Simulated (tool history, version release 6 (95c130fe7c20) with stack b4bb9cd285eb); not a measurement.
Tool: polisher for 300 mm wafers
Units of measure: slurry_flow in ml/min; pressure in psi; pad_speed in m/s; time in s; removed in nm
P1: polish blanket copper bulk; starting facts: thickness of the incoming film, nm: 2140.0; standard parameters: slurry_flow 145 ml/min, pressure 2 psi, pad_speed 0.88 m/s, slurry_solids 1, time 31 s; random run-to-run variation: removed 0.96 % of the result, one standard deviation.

run,hour,slurry_flow,pressure,pad_speed,slurry_solids,time,wafers polished on this pad,hours since the slurry nozzle was cleaned,hours since the head pressure was calibrated,hours since the slurry blender was calibrated,removed
1,4.7,145,2,0.88,1,31,435,223.2,394.4,227.9,190.18
2,12.4,85,2,0.88,1,31,502,230.9,402.1,235.6,173.9
3,16.6,145,2,1.36,1,31,539,235.1,406.3,239.8,301.15
4,24.9,145,2,0.88,1,31,611,243.4,414.6,248.1,196.41
5,31.7,230,2,0.88,1,31,670,250.2,421.4,254.9,204.51
6,35.6,145,2,0.88,1,40,704,254.1,425.3,258.8,252.6
7,40.5,145,2,0.88,1,31,747,259,430.2,263.7,190.75
8,47,145,2,0.88,1,17,803,265.5,436.7,270.2,105.4
9,53.2,145,2,0.88,1.25,31,857,271.7,442.9,276.4,205.91
10,58.3,85,2,0.88,1,44,902,276.8,448,281.5,243.33
11,66.7,145,1.2,0.88,1,31,975,285.2,456.4,289.9,116.02
12,70.5,145,2,0.88,0.75,31,1008,289,460.2,293.7,183.73
13,75.9,145,2,0.88,1,31,1055,294.4,465.6,299.1,192.24
14,83,145,2,0.52,1,31,1117,301.5,472.7,306.2,115.06
15,91.6,145,2,1.14,1,43,1192,310.1,481.3,314.8,350.26
16,99.2,145,2,0.88,1,31,1258,317.7,488.9,322.4,192.75
17,106.3,145,2.6,0.88,1,31,1320,324.8,496,329.5,253.15
18,112.1,95,0.9,0.88,1,31,1370,330.6,501.8,335.3,80.492
19,117.5,145,2,0.88,1,31,1417,336,507.2,340.7,193.49
20,123.9,145,2,0.88,1,31,1473,342.4,513.6,347.1,189.23
21,129.5,145,2,0.88,1,31,1522,348,519.2,352.7,186.93
22,134.7,145,2,0.88,1,31,1567,353.2,524.4,357.9,189.59
23,141.6,145,2,0.88,1,31,1627,360.1,531.3,364.8,181.27

Run 24 comes next. What will it give?
# hour 143.4: worn pad replaced by a new one
24,147.4,145,2,0.88,1,31,35,365.9,537.1,370.6,?

Run 24 came out at removed 180.63 nm.
